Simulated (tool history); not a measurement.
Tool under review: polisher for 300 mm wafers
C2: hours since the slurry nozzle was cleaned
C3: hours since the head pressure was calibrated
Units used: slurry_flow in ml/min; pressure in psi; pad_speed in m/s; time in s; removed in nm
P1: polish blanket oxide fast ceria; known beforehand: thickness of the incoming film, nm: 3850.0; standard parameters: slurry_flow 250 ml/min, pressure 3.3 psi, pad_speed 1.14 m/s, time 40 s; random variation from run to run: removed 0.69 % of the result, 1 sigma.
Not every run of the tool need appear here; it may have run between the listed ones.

run 1 day=0.538 | slurry_flow=250 pressure=3.3 pad_speed=1.14 time=40 | wafers_polished_on_this_pad=334 C2=210.1 C3=405.5 | removed=912.21
run 2 day=0.946 | slurry_flow=250 pressure=3.3 pad_speed=1.14 time=40 | wafers_polished_on_this_pad=455 C2=219.9 C3=415.3 | removed=901.57
run 3 day=1.546 | slurry_flow=250 pressure=3.3 pad_speed=1.14 time=40 | wafers_polished_on_this_pad=631 C2=234.3 C3=429.7 | removed=918.53
run 4 day=2.004 | slurry_flow=250 pressure=3.3 pad_speed=1.14 time=40 | wafers_polished_on_this_pad=767 C2=245.3 C3=440.7 | removed=904.32
run 5 day=2.512 | slurry_flow=150 pressure=3.3 pad_speed=1.14 time=51 | wafers_polished_on_this_pad=916 C2=257.5 C3=452.9 | removed=1075.10
run 6 day=3.108 | slurry_flow=150 pressure=3.3 pad_speed=1.14 time=40 | wafers_polished_on_this_pad=1092 C2=271.8 C3=467.2 | removed=850.05
run 7 day=3.429 | slurry_flow=250 pressure=3.3 pad_speed=1.14 time=60 | wafers_polished_on_this_pad=1187 C2=279.5 C3=474.9 | removed=1349.40
run 8 day=3.779 | slurry_flow=370 pressure=3.3 pad_speed=1.14 time=40 | wafers_polished_on_this_pad=1290 C2=287.9 C3=483.3 | removed=950.85
run 9 day=4.292 | slurry_flow=250 pressure=5.2 pad_speed=1.14 time=40 | wafers_polished_on_this_pad=1441 C2=300.2 C3=495.6 | removed=1424.30
run 10 day=4.821 | slurry_flow=250 pressure=3.3 pad_speed=0.76 time=40 | wafers_polished_on_this_pad=1597 C2=312.9 C3=508.3 | removed=608.56
run 11 day=5.354 | slurry_flow=250 pressure=1.8 pad_speed=1.14 time=40 | wafers_polished_on_this_pad=1754 C2=325.7 C3=521.1 | removed=497.04
run 12 day=5.704 | slurry_flow=250 pressure=3.3 pad_speed=1.14 time=40 | wafers_polished_on_this_pad=1857 C2=334.1 C3=529.5 | removed=910.94
run 13 day=6.108 | slurry_flow=250 pressure=3.3 pad_speed=1.14 time=18 | wafers_polished_on_this_pad=1977 C2=343.8 C3=539.2 | removed=405.38
run 14 day=6.708 | slurry_flow=250 pressure=3.3 pad_speed=1.42 time=56 | wafers_polished_on_this_pad=2153 C2=358.2 C3=553.6 | removed=1578.10
run 15 day=7.062 | slurry_flow=250 pressure=3.3 pad_speed=1.80 time=40 | wafers_polished_on_this_pad=2258 C2=366.7 C3=562.1 | removed=1420.40
run 16 day=7.621 | slurry_flow=150 pressure=3.3 pad_speed=1.14 time=28 | wafers_polished_on_this_pad=2422 C2=380.1 C3=575.5 | removed=586.26
run 17 day=7.975 | slurry_flow=250 pressure=3.3 pad_speed=1.14 time=40 | wafers_polished_on_this_pad=2527 C2=388.6 C3=584.0 | removed=908.84
run 18 day=8.296 | slurry_flow=250 pressure=3.3 pad_speed=1.14 time=40 | wafers_polished_on_this_pad=2621 C2=396.3 C3=591.7 | removed=906.56
run 19 day=8.792 | slurry_flow=250 pressure=3.3 pad_speed=1.14 time=40 | wafers_polished_on_this_pad=2768 C2=408.2 C3=603.6 | removed=884.81
run 20 day=9.421 | slurry_flow=250 pressure=3.3 pad_speed=1.14 time=40 | wafers_polished_on_this_pad=2953 C2=423.3 C3=618.7 | removed=870.11
run 21 day=10.008 | slurry_flow=250 pressure=3.3 pad_speed=1.14 time=40 | wafers_polished_on_this_pad=3126 C2=437.4 C3=632.8 | removed=870.81
-- day=10.429 worn pad replaced by a new one
run 22 day=10.633 | slurry_flow=250 pressure=3.3 pad_speed=1.14 time=40 | wafers_polished_on_this_pad=60 C2=452.4 C3=647.8 | removed=857.32
run 23 day=11.271 | slurry_flow=250 pressure=3.3 pad_speed=1.14 time=40 | wafers_polished_on_this_pad=248 C2=467.7 C3=663.1 | removed=866.30
run 24 day=11.658 | slurry_flow=250 pressure=3.3 pad_speed=1.14 time=40 | wafers_polished_on_this_pad=362 C2=477.0 C3=672.4 | removed=867.19

P1 no longer gives what it gave before; its output has crept away from where it was. The following 2 causes, each at its listed size, fit the log equally well:
A: head's pressure below its setpoint, % = 4.89
B: slurry flow missing at the pad, % = 31.9
Creep in the process output first set in at about day 7.975.
The rest of the possible causes, and what rules out each one:
removal rate lost through wear of the pad, %: serviced at day 10.429, which brought nothing back

The 4 check runs listed below each average the results of 3 wafers, and their outcomes are marked with question marks. Under which run would the listed causes produce clearly different results?
run check 1 day=12.046 | slurry_flow=250 pressure=3.3 pad_speed=0.76 time=26 | removed=?
run check 2 day=12.046 | slurry_flow=250 pressure=4.4 pad_speed=1.14 time=18 | removed=?
run check 3 day=12.046 | slurry_flow=250 pressure=4.7 pad_speed=1.54 time=40 | removed=?
run check 4 day=12.046 | slurry_flow=155 pressure=3.3 pad_speed=1.14 time=49 | removed=?

If the cause were each of the candidates in turn, the checks would give the following:
check=check_1 result=removed if_A=374.35 if_B=374.36
check=check_2 result=removed if_A=518.33 if_B=518.34
check=check_3 result=removed if_A=1662.10 if_B=1662.10
check=check_4 result=removed if_A=991.31 if_B=964.05
Separation of the two closest causes in each check, using whichever result separates them best: check 1 0 %; check 2 0 %; check 3 0 %; check 4 2.79 %
Of the check runs offered, only check 4 discriminates between the causes; the rest would read about the same regardless of which cause applies.

Running check 4 produced the following: removed 959.64 nm. Which one of the listed causes fits?

B is the cause: slurry flow missing at the pad, %.

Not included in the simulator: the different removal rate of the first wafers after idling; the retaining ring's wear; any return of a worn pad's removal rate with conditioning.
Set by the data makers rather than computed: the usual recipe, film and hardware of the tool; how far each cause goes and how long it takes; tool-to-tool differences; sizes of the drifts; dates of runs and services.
